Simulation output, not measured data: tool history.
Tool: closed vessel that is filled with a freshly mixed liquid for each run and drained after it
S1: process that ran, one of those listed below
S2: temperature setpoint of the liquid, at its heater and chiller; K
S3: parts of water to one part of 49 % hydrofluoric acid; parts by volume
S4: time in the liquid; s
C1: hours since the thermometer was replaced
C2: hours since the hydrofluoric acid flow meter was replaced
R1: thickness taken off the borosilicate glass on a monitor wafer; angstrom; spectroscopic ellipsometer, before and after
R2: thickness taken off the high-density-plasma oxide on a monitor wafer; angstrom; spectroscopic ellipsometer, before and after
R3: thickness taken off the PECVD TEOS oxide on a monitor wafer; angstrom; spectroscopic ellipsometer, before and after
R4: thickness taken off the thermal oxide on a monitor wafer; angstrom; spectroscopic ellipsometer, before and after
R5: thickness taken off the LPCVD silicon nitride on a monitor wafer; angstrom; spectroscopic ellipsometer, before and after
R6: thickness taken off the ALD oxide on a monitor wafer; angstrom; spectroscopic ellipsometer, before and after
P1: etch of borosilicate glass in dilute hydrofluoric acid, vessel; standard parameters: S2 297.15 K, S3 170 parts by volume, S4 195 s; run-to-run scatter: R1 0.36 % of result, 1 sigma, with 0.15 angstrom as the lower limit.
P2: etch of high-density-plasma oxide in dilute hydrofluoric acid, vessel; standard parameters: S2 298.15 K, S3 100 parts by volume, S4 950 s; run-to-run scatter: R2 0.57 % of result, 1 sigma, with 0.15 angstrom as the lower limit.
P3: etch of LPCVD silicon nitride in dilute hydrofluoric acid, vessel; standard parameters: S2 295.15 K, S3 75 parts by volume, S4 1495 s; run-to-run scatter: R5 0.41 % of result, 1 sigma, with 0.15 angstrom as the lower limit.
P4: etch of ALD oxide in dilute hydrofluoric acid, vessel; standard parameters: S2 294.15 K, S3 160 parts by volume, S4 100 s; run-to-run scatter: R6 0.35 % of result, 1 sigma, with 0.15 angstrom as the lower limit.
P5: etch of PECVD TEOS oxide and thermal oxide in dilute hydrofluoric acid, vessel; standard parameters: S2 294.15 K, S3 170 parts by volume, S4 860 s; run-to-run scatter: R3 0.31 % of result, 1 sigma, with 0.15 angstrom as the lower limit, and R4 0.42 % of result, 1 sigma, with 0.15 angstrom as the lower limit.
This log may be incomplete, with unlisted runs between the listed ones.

run,hour,S1,S2,S3,S4,C1,C2,R1,R2,R3,R4,R5,R6
1,8.1,P1,297.15,170,195,779.6,579.8,330.230,,,,,
2,14.9,P2,298.15,100,1685,786.4,586.6,,878.25,,,,
3,22.9,P5,294.15,170,860,794.4,594.6,,,484.27,188.460,,
4,32.8,P1,297.15,170,195,804.3,604.5,330.430,,,,,
5,42.0,P5,294.15,170,405,813.5,613.7,,,227.92,88.575,,
6,52.0,P1,297.15,170,195,823.5,623.7,332.330,,,,,
7,61.9,P3,295.15,75,65,833.4,633.6,,,,,3.6455,
8,68.2,P2,298.15,160,950,839.7,639.9,,289.03,,,,
9,76.2,P2,298.15,100,950,847.7,647.9,,500.93,,,,
10,83.4,P1,290.15,170,270,854.9,655.1,347.500,,,,,
11,90.3,P3,295.15,140,1495,861.8,662.0,,,,,46.7710,
12,96.6,P1,297.15,170,195,868.1,668.3,330.930,,,,,
13,104.4,P1,291.65,275,195,875.9,676.1,149.820,,,,,
14,114.9,P3,290.15,75,1495,886.4,686.6,,,,,60.7580,
15,125.8,P2,298.15,100,950,897.3,697.5,,494.92,,,,
16,131.5,P1,297.15,170,195,903.0,703.2,329.310,,,,,
17,136.4,P4,294.15,160,100,907.9,708.1,,,,,,161.19
18,144.8,P1,297.15,170,195,916.3,716.5,331.650,,,,,
19,150.5,P1,297.15,80,195,922.0,722.2,785.380,,,,,
20,159.6,P1,297.15,170,30,931.1,731.3,50.878,,,,,
21,166.2,P1,302.15,170,195,937.7,737.9,397.670,,,,,
22,171.5,P1,297.15,290,195,943.0,743.2,171.820,,,,,
23,181.6,P5,290.15,170,860,953.1,753.3,,,411.50,161.670,,
24,188.4,P5,294.15,170,860,959.9,760.1,,,481.29,188.320,,
25,195.6,P3,295.15,75,1495,967.1,767.3,,,,,85.9230,
26,205.2,P4,294.15,65,100,976.7,776.9,,,,,,443.80
27,215.0,P1,303.15,90,195,986.5,786.7,870.290,,,,,
28,220.0,P5,294.15,95,860,991.5,791.7,,,942.20,367.660,,
29,227.0,P2,305.15,100,950,998.5,798.7,,646.69,,,,
# hour 234.5: hydrofluoric acid flow meter replaced
30,237.7,P4,290.15,160,100,1009.2,3.2,,,,,,137.72
31,242.8,P1,297.15,170,305,1014.3,8.3,518.360,,,,,
32,253.2,P4,294.15,160,190,1024.7,18.7,,,,,,307.53
33,263.9,P1,290.15,170,195,1035.4,29.4,251.120,,,,,
34,271.1,P1,297.15,170,195,1042.6,36.6,328.420,,,,,
35,277.9,P1,297.15,170,195,1049.4,43.4,331.880,,,,,
36,282.9,P1,297.15,170,195,1054.4,48.4,340.690,,,,,
37,292.1,P1,297.15,170,195,1063.6,57.6,350.510,,,,,
38,302.2,P1,297.15,170,195,1073.7,67.7,357.020,,,,,
39,309.1,P1,297.15,170,195,1080.6,74.6,356.710,,,,,
40,319.5,P1,297.15,170,195,1091.0,85.0,359.280,,,,,
41,327.1,P1,297.15,170,195,1098.6,92.6,359.950,,,,,

P1 has crept away from where it was. The log is fitted equally well by each of these 2 causes, at the sizes shown:
A: hydrofluoric acid flow above the setpoint (%) = 7.27
B: liquid hotter than its thermometer reads (K) = 2.24
Onset of the creep was near hour 277.9.

4 check runs are offered, one wafer each, their results left as question marks. Which one tells the causes apart?
check 1,334.7,P4,294.15,160,100,,,,,,,,?
check 2,334.7,P5,294.15,170,860,,,,,?,?,,
check 3,334.7,P2,298.15,100,950,,,,?,,,,
check 4,334.7,P3,295.15,75,1495,,,,,,,?,

How each check would come out, cause by cause:
check,result,if A,if B
check 1,R6,175.57,176.46
check 2,R3,524.24,526.30
check 2,R4,205.440,206.240
check 3,R2,536.93,541.38
check 4,R5,91.9120,99.7270
How far apart the two closest causes lie, in the result that separates them most: check 1 0.51 %; check 2 0.39 %; check 3 0.83 %; check 4 8.16 %
Check 4 distinguishes between the causes, while the remaining checks would return nearly the same result for all of them.

The results of check 4 are: R5 99.6110 angstrom. Based on these, which of the listed causes is it?

The cause is B: liquid hotter than its thermometer reads (K).
